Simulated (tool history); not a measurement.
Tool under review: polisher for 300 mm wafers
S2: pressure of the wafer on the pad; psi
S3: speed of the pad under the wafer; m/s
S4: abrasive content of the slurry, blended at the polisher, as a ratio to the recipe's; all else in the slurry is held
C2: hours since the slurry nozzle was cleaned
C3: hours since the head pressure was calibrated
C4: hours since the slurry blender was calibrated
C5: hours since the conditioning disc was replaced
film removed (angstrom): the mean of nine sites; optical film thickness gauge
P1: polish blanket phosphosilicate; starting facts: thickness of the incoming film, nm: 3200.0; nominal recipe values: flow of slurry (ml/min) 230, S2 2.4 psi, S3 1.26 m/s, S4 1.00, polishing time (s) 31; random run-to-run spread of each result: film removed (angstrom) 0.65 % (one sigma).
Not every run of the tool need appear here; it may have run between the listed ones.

Run 1, hour 6.1: flow of slurry (ml/min) 230, S2 2.4 psi, S3 1.26 m/s, S4 1.00, polishing time (s) 31; wafers polished on this pad 208; C2 63.1; C3 93.7; C4 39.4; C5 52.2. Result: film removed (angstrom) 2520.7.
Run 2, hour 10.3: flow of slurry (ml/min) 230, S2 3.5 psi, S3 1.26 m/s, S4 1.00, polishing time (s) 31; wafers polished on this pad 241; C2 67.3; C3 97.9; C4 43.6; C5 56.4. Result: film removed (angstrom) 3643.4.
Run 3, hour 15.0: flow of slurry (ml/min) 230, S2 2.4 psi, S3 1.26 m/s, S4 1.00, polishing time (s) 31; wafers polished on this pad 278; C2 72.0; C3 102.6; C4 48.3; C5 61.1. Result: film removed (angstrom) 2495.1.
Run 4, hour 17.9: flow of slurry (ml/min) 230, S2 3.2 psi, S3 1.68 m/s, S4 1.00, polishing time (s) 31; wafers polished on this pad 302; C2 74.9; C3 105.5; C4 51.2; C5 64.0. Result: film removed (angstrom) 4125.3.
Run 5, hour 22.5: flow of slurry (ml/min) 295, S2 1.6 psi, S3 1.26 m/s, S4 1.00, polishing time (s) 31; wafers polished on this pad 338; C2 79.5; C3 110.1; C4 55.8; C5 68.6. Result: film removed (angstrom) 1702.2.
Run 6, hour 28.4: flow of slurry (ml/min) 230, S2 2.4 psi, S3 1.26 m/s, S4 1.00, polishing time (s) 43; wafers polished on this pad 385; C2 85.4; C3 116.0; C4 61.7; C5 74.5. Result: film removed (angstrom) 3445.0.
Run 7, hour 31.5: flow of slurry (ml/min) 230, S2 2.4 psi, S3 1.26 m/s, S4 1.00, polishing time (s) 31; wafers polished on this pad 410; C2 88.5; C3 119.1; C4 64.8; C5 77.6. Result: film removed (angstrom) 2463.7.
Run 8, hour 35.5: flow of slurry (ml/min) 230, S2 2.4 psi, S3 1.26 m/s, S4 1.00, polishing time (s) 22; wafers polished on this pad 441; C2 92.5; C3 123.1; C4 68.8; C5 81.6. Result: film removed (angstrom) 1766.2.
Run 9, hour 39.8: flow of slurry (ml/min) 335, S2 2.4 psi, S3 1.26 m/s, S4 1.00, polishing time (s) 31; wafers polished on this pad 476; C2 96.8; C3 127.4; C4 73.1; C5 85.9. Result: film removed (angstrom) 2553.1.
Run 10, hour 43.8: flow of slurry (ml/min) 230, S2 2.4 psi, S3 1.26 m/s, S4 1.00, polishing time (s) 31; wafers polished on this pad 507; C2 100.8; C3 131.4; C4 77.1; C5 89.9. Result: film removed (angstrom) 2493.1.
Run 11, hour 47.3: flow of slurry (ml/min) 230, S2 2.4 psi, S3 1.26 m/s, S4 0.70, polishing time (s) 31; wafers polished on this pad 535; C2 104.3; C3 134.9; C4 80.6; C5 93.4. Result: film removed (angstrom) 2067.1.
Run 12, hour 53.1: flow of slurry (ml/min) 230, S2 1.1 psi, S3 1.26 m/s, S4 1.00, polishing time (s) 31; wafers polished on this pad 581; C2 110.1; C3 140.7; C4 86.4; C5 99.2. Result: film removed (angstrom) 1136.4.
Run 13, hour 58.3: flow of slurry (ml/min) 230, S2 2.4 psi, S3 1.26 m/s, S4 1.00, polishing time (s) 31; wafers polished on this pad 623; C2 115.3; C3 145.9; C4 91.6; C5 104.4. Result: film removed (angstrom) 2464.8.
Run 14, hour 62.9: flow of slurry (ml/min) 230, S2 2.4 psi, S3 0.66 m/s, S4 1.00, polishing time (s) 31; wafers polished on this pad 659; C2 119.9; C3 150.5; C4 96.2; C5 109.0. Result: film removed (angstrom) 1476.1.
Run 15, hour 66.9: flow of slurry (ml/min) 230, S2 2.4 psi, S3 1.82 m/s, S4 1.00, polishing time (s) 31; wafers polished on this pad 691; C2 123.9; C3 154.5; C4 100.2; C5 113.0. Result: film removed (angstrom) 3335.5.

Run 16 has not been measured yet. What should we expect?
Run 16, hour 71.0: flow of slurry (ml/min) 230, S2 2.4 psi, S3 1.26 m/s, S4 1.45, polishing time (s) 31; wafers polished on this pad 723; C2 128.0; C3 158.6; C4 104.3; C5 117.1. Result: film removed (angstrom) ?.

film removed (angstrom): 2902.8
